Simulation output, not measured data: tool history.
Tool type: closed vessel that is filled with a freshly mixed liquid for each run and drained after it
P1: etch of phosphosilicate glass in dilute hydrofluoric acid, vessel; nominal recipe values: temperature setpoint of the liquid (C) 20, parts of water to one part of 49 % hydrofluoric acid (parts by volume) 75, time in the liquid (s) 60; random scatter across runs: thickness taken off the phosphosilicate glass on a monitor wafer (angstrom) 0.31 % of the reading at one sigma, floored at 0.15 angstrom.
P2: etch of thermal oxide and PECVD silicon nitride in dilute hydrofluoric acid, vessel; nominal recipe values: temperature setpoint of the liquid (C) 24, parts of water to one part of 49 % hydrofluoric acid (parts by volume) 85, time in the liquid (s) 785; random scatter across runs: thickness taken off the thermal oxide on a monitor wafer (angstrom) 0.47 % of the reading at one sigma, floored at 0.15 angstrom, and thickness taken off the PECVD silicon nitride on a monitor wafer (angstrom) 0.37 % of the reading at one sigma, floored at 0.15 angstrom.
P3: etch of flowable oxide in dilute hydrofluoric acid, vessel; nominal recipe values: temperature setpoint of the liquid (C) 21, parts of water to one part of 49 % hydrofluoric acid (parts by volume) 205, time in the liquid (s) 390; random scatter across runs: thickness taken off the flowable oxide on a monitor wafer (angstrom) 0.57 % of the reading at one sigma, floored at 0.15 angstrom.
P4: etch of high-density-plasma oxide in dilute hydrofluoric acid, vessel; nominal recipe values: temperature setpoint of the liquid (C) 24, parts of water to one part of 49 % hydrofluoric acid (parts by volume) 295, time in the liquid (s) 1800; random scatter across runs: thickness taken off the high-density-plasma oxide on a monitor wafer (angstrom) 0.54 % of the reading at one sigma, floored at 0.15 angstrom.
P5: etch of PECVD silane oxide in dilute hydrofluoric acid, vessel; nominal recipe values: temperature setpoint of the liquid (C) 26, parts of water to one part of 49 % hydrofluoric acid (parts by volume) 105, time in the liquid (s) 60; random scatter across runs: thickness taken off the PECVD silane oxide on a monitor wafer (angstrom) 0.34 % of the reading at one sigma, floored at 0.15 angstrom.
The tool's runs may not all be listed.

run	hour	process that ran	temperature setpoint of the liquid (C)	parts of water to one part of 49 % hydrofluoric acid (parts by volume)	time in the liquid (s)	hours since the thermometer was replaced	hours since the hydrofluoric acid flow meter was replaced	thickness taken off the phosphosilicate glass on a monitor wafer (angstrom)	thickness taken off the PECVD silane oxide on a monitor wafer (angstrom)	thickness taken off the thermal oxide on a monitor wafer (angstrom)	thickness taken off the PECVD silicon nitride on a monitor wafer (angstrom)	thickness taken off the flowable oxide on a monitor wafer (angstrom)	thickness taken off the high-density-plasma oxide on a monitor wafer (angstrom)
1	14.1	P1	20	75	60	513.7	322.6	468.24					
2	30.2	P1	20	45	60	529.8	338.7	813.39					
3	37.9	P1	17	20	60	537.5	346.4	1650.1					
4	49.3	P5	26	35	60	548.9	357.8		673.33				
5	57.9	P5	33.5	105	60	557.5	366.4		268.69				
6	70.7	P1	24.5	75	60	570.3	379.2	564.99					
# hour 79: thermometer replaced
7	86.5	P2	24	85	1540	7.6	395			847.08	384.3		
8	95	P1	20	75	30	16.1	403.5	235.44					
9	110.2	P3	21	205	390	31.3	418.7					396.89	
10	125.9	P3	21	90	390	47	434.4					1010.8	
11	135.7	P2	24	85	785	56.8	444.2			430.28	196.97		
12	142.7	P4	24	55	1800	63.8	451.2						1703.3
13	151.9	P5	26	105	30	73	460.4		102.43				
14	162.3	P1	20	75	85	83.4	470.8	665.74					
15	171.7	P1	17	75	60	92.8	480.2	413.01					
16	181.5	P3	17	205	390	102.6	490					338.48	
17	190.8	P2	24	45	785	111.9	499.3			854.5	366.59		
18	206.3	P4	17.5	295	1800	127.4	514.8						192.01
19	219.5	P3	21	205	390	140.6	528					392.42	
20	228.3	P1	20	75	60	149.4	536.8	469.53					
21	244	P1	20	110	60	165.1	552.5	308.49					
22	260	P3	21	205	605	181.1	568.5					610.04	
23	275.4	P4	24	295	395	196.5	583.9						53.287
24	283.8	P1	20	75	60	204.9	592.3	471.09					
25	297.7	P1	20	75	60	218.8	606.2	471.64					
26	313.3	P4	24	295	1800	234.4	621.8						243.62
27	326.8	P2	17	85	785	247.9	635.3			322.71	122.16		
28	335.9	P5	26	105	60	257	644.4		203.14				
29	351.3	P1	20	75	60	272.4	659.8	471.32					
30	359.1	P1	20	75	60	280.2	667.6	473.75					
31	369	P1	20	75	60	290.1	677.5	452.24					
32	378.1	P1	20	75	60	299.2	686.6	443.45					
33	389.4	P1	20	75	60	310.5	697.9	436.97					
34	402.3	P1	20	75	60	323.4	710.8	434.33					
35	413.4	P1	20	75	60	334.5	721.9	431.36					
36	425.7	P1	20	75	60	346.8	734.2	432.16					

P1 has crept away from where it was. The log is fitted equally well by each of these 2 causes, at the sizes shown:
A: liquid colder than its thermometer reads (K) = 2.09
B: hydrofluoric acid flow below the setpoint (%) = 7.74
The onset of the drift is placed at about hour 359.1.

Consider the 4 single-wafer check runs listed below, results given as question marks: which one distinguishes between the causes by giving clearly different results for each?
check 1	438	P3	17	90	390							?	
check 2	438	P2	17	85	1495					?	?		
check 3	438	P4	24	60	1800								?
check 4	438	P5	33	55	60				?				

Outcome of each check run for each possible cause:
check	result	if A	if B
check 1	thickness taken off the flowable oxide on a monitor wafer (angstrom)	785.29	786.1
check 2	thickness taken off the thermal oxide on a monitor wafer (angstrom)	560.45	561.38
check 2	thickness taken off the PECVD silicon nitride on a monitor wafer (angstrom)	200.52	215
check 3	thickness taken off the high-density-plasma oxide on a monitor wafer (angstrom)	1427.9	1426.5
check 4	thickness taken off the PECVD silane oxide on a monitor wafer (angstrom)	505.23	501.36
Separation of the two closest causes in each check, using whichever result separates them best: check 1 0.1 %; check 2 6.97 %; check 3 0.1 %; check 4 0.77 %
The causes can be told apart only by check 2. The other checks would give nearly the same results under each of them.

Check 2 was carried out, with these results: thickness taken off the thermal oxide on a monitor wafer (angstrom) 565.37; thickness taken off the PECVD silicon nitride on a monitor wafer (angstrom) 201.32. Which of the listed causes is responsible?

The cause is A: liquid colder than its thermometer reads (K).
